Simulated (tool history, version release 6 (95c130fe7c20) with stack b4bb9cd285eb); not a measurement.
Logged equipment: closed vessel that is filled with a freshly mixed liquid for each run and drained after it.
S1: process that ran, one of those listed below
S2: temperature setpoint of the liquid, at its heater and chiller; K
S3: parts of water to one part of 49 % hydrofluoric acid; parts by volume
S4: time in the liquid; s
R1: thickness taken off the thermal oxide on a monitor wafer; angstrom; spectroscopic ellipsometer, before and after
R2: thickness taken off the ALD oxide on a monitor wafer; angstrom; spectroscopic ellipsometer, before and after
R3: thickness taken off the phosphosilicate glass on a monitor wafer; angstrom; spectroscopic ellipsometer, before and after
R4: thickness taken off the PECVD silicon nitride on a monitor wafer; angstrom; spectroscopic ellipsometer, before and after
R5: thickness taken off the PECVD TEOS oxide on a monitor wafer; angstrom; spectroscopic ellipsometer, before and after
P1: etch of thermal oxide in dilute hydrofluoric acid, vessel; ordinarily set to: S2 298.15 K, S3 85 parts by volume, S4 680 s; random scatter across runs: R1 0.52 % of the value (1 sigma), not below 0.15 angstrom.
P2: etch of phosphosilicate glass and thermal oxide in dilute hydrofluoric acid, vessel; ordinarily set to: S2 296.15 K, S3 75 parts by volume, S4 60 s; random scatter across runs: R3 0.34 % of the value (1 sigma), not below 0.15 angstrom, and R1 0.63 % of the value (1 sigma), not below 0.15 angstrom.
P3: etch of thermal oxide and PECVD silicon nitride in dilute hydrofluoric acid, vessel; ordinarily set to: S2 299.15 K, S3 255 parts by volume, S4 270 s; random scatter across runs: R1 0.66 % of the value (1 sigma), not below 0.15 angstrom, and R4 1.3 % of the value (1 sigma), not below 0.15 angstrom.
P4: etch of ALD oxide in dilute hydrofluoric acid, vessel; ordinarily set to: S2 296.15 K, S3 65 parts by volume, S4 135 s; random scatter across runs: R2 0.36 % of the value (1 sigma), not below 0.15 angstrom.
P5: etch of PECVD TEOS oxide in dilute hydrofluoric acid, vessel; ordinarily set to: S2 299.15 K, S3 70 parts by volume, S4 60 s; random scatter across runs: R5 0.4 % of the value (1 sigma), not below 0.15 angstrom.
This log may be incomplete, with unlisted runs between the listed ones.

run	hour	S1	S2	S3	S4	R1	R2	R3	R4	R5
1	10.9	P1	298.15	85	680	395.560				
2	24.9	P1	298.15	35	680	1026.700				
3	41.6	P4	296.15	65	135		278.340			
4	55.4	P1	306.15	85	355	277.610				
5	68.7	P1	305.65	85	680	527.260				
6	76.9	P2	296.15	75	60	36.506		480.15		
7	93.9	P1	298.15	85	680	390.900				
8	103.0	P2	296.15	20	60	146.600		1924.70		
9	120.8	P1	298.15	85	680	394.210				
10	130.8	P4	296.15	65	30		61.903			
11	138.6	P1	304.15	120	680	334.490				
12	155.3	P1	293.65	85	680	329.520				
13	167.1	P3	299.15	255	270	45.934			21.248	
14	178.4	P5	299.15	70	60					273.91
15	186.4	P4	296.15	115	135		148.630			
16	200.9	P5	299.15	25	60					810.24
17	218.0	P3	299.15	60	270	244.720			86.952	
18	232.2	P4	302.15	65	135		354.290			
19	242.6	P1	298.15	85	680	394.280				
# hour 247.9: hydrofluoric acid flow meter replaced
20	250.5	P1	298.15	140	680	222.350				
21	262.9	P1	298.15	85	75	44.018				
22	279.8	P3	304.65	255	270	54.655			28.710	
23	296.2	P4	296.15	65	135		278.940			
24	311.4	P1	298.15	85	680	394.680				
25	326.3	P1	298.15	85	1300	752.960				
26	340.6	P3	299.15	255	510	86.016			39.816	
27	353.7	P2	296.15	75	30	18.265		240.52		
# hour 356.8: thermometer replaced
28	369.8	P5	299.15	70	105					479.75
29	386.1	P2	296.15	75	60	36.494		482.27		
30	398.9	P2	302.65	75	60	46.720		626.89		
31	413.9	P5	307.15	70	60					373.23
32	429.3	P1	298.15	85	680	395.500				
33	439.0	P1	298.15	85	680	403.720				
34	453.8	P1	298.15	85	680	407.720				
35	461.9	P1	298.15	85	680	417.790				
36	470.5	P1	298.15	85	680	418.080				
37	487.5	P1	298.15	85	680	424.160				
38	497.1	P1	298.15	85	680	425.230				
39	508.0	P1	298.15	85	680	424.410				
40	525.7	P1	298.15	85	680	428.490				
41	538.5	P1	298.15	85	680	428.540				
42	548.8	P1	298.15	85	680	428.180				
43	566.0	P1	298.15	85	680	427.840				

The output of P1 has drifted from where it used to be. Each of the 2 causes below, taken at the size shown beside it, accounts for the log equally well:
A: hydrofluoric acid flow above the setpoint (%) = 7.45
B: liquid hotter than its thermometer reads (K) = 2.03
Creep in the process output first set in at about hour 429.3.

Which of the check runs below tells the causes apart, meaning the causes would give it clearly different results? Each run uses 5 wafers whose results are averaged, and each result is shown as a question mark.
check 1	583.2	P3	299.15	255	510	?			?	
check 2	583.2	P5	307.15	25	60					?
check 3	583.2	P4	296.15	90	30		?			
check 4	583.2	P2	300.15	75	30	?		?		

Expected result of each check under each candidate cause:
check	result	if A	if B
check 1	R1	93.787	91.848
check 1	R4	42.262	44.438
check 2	R5	1212.20	1217.00
check 3	R2	46.880	46.952
check 4	R1	23.102	23.106
check 4	R3	305.70	305.75
Gap, in per cent, between the two causes that each check separates least, read from the result that separates them most: check 1 5.02 %; check 2 0.4 %; check 3 0.15 %; check 4 0.01 %
Check 1 distinguishes between the causes, while the remaining checks would return nearly the same result for all of them.

The results of check 1 are: R1 91.807 angstrom; R4 44.983 angstrom. Based on these, which of the listed causes is it?

The cause is B: liquid hotter than its thermometer reads (K).
